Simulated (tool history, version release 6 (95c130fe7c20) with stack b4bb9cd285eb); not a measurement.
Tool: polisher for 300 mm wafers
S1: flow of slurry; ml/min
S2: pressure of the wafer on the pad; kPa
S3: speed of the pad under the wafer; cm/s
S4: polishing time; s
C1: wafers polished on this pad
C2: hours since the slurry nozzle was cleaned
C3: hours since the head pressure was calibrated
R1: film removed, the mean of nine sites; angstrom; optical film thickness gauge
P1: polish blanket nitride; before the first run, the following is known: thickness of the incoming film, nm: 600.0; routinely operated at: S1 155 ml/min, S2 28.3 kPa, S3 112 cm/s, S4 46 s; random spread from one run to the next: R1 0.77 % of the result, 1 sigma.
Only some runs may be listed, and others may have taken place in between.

run	day	S1	S2	S3	S4	C1	C2	C3	R1
1	0.304	155	28.3	112	46	590	137.9	327	969.24
2	0.488	155	28.3	50	46	649	142.3	331.4	509.47
# day 0.629: slurry nozzle cleaned
3	0.754	155	39.3	112	46	736	3	337.8	1345.2
4	1.075	155	19.3	112	71	840	10.7	345.5	1033
5	1.254	225	28.3	112	46	898	15	349.8	1030.5
6	1.588	155	28.3	112	46	1006	23	357.8	958.34
7	1.842	155	28.3	112	46	1089	29.1	363.9	970.21
# day 2.117: head pressure recalibrated
8	2.167	155	28.3	112	26	1194	36.9	1.3	553.68
9	2.358	155	28.3	112	46	1257	41.5	5.9	968.13
10	2.525	155	28.3	112	68	1311	45.5	9.9	1430.8
11	2.858	155	19.3	112	46	1419	53.5	17.9	659.23
12	3.108	210	42.1	112	46	1500	59.5	23.9	1507.1
13	3.396	95	28.3	112	46	1593	66.4	30.8	870.66
14	3.65	155	28.3	172	46	1676	72.5	36.9	1356.8
15	3.95	155	28.3	112	46	1773	79.7	44.1	968.27
16	4.104	155	28.3	112	46	1823	83.4	47.8	956.15
17	4.425	155	39.3	112	60	1927	91.1	55.5	1742.5
18	4.738	155	28.3	112	46	2029	98.6	63	964.23
19	4.929	155	28.3	112	46	2091	103.2	67.6	943.95
20	5.112	155	28.3	112	46	2150	107.6	72	927.14
21	5.292	155	28.3	112	46	2208	111.9	76.3	922.26
22	5.558	155	28.3	112	46	2295	118.3	82.7	895.48
# day 5.671: worn pad replaced by a new one
23	5.821	155	28.3	112	46	49	124.6	89	904.91
24	6.154	155	28.3	112	46	157	132.6	97	884.67
25	6.321	155	28.3	112	46	211	136.6	101	884.76
26	6.483	155	28.3	112	46	264	140.5	104.9	895.56

The log shows P1 creeping away from where it was. Any of the 2 causes listed here, at the size stated for it, fits the log just as well as the others:
A: head's pressure below its setpoint, % = 7.84
B: slurry flow missing at the pad, % = 33.4
At approximately day 4.738, the process output began to creep.
Excluded causes, each with its reason:
removal rate lost through wear of the pad, %: serviced at day 5.671, after the drift had started, without restoring the earlier output

You are offered 4 check runs, listed below with question marks in place of their results; each one averages 3 wafers. Which run separates the listed causes by giving clearly different results for each?
check 1	6.646	155	28.3	54	35				?
check 2	6.646	155	28.3	140	46				?
check 3	6.646	155	28.3	66	46				?
check 4	6.646	105	28.3	74	46				?

What every check run would give for each of its results, assuming each possible cause in turn:
check	result	if A	if B
check 1	R1	378.73	378.68
check 2	R1	1066.6	1066.5
check 3	R1	584.44	584.36
check 4	R1	592.56	572.89
Per check, the gap between the least separated pair of causes, taken in the result that splits them most: check 1 0.01 %; check 2 0.01 %; check 3 0.01 %; check 4 3.38 %
The causes can be told apart only by check 4. The other checks would give nearly the same results under each of them.

Running check 4 produced the following: R1 593.26 angstrom. Which one of the listed causes fits?

Of the candidate causes, it is A: head's pressure below its setpoint, %.
